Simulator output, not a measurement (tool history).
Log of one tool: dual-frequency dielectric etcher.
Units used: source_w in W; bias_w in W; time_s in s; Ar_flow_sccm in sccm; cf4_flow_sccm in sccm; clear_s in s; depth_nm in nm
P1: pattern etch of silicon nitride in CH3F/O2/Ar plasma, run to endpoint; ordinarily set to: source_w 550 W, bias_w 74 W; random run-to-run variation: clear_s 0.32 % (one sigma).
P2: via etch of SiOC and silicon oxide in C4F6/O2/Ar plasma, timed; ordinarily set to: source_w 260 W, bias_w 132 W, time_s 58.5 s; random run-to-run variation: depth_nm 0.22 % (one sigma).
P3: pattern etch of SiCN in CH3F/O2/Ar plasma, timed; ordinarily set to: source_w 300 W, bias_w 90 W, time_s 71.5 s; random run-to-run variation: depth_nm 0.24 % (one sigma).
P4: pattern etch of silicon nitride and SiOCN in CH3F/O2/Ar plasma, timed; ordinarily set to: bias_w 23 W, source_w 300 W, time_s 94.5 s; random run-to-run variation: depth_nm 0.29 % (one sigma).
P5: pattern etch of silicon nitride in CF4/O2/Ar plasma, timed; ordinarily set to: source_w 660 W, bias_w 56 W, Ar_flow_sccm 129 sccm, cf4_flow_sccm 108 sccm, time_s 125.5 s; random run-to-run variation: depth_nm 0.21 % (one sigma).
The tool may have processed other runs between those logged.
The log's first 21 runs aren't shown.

run   hour  process  source_w  bias_w  time_s  Ar_flow_sccm  cf4_flow_sccm  hours since the last wet clean  hours since the last source power generator calibration  hours since the last bias power generator calibration  clear_s  depth_nm
 22  229.7       P2       260     132    58.5                                                         25.8                                                     1310                                                 2807.8             50.584
 23    238       P4       300      23    94.5                                                         34.1                                                   1318.3                                                 2816.1             11.403
 24  249.4       P3       300      90    71.5                                                         45.5                                                   1329.7                                                 2827.5             25.639
 25  257.2       P5       660      56     164           129            108                            53.3                                                   1337.5                                                 2835.3             414.35
 26  263.8       P2       350     132    58.5                                                         59.9                                                   1344.1                                                 2841.9             56.846
 27  277.7       P3       430      90    71.5                                                         73.8                                                     1358                                                 2855.8             29.446
 28    290       P1       380      93                                                                 86.1                                                   1370.3                                                 2868.1   76.437
 29    299       P1       550      59                                                                 95.1                                                   1379.3                                                 2877.1   77.262

Run 30, settings as shown, results not yet in. Your forecast:
 30  312.9       P5       660      56   125.5           129             87                             109                                                   1393.2                                                   2891                  ?

Run 30 came out at depth_nm 305.72 nm.

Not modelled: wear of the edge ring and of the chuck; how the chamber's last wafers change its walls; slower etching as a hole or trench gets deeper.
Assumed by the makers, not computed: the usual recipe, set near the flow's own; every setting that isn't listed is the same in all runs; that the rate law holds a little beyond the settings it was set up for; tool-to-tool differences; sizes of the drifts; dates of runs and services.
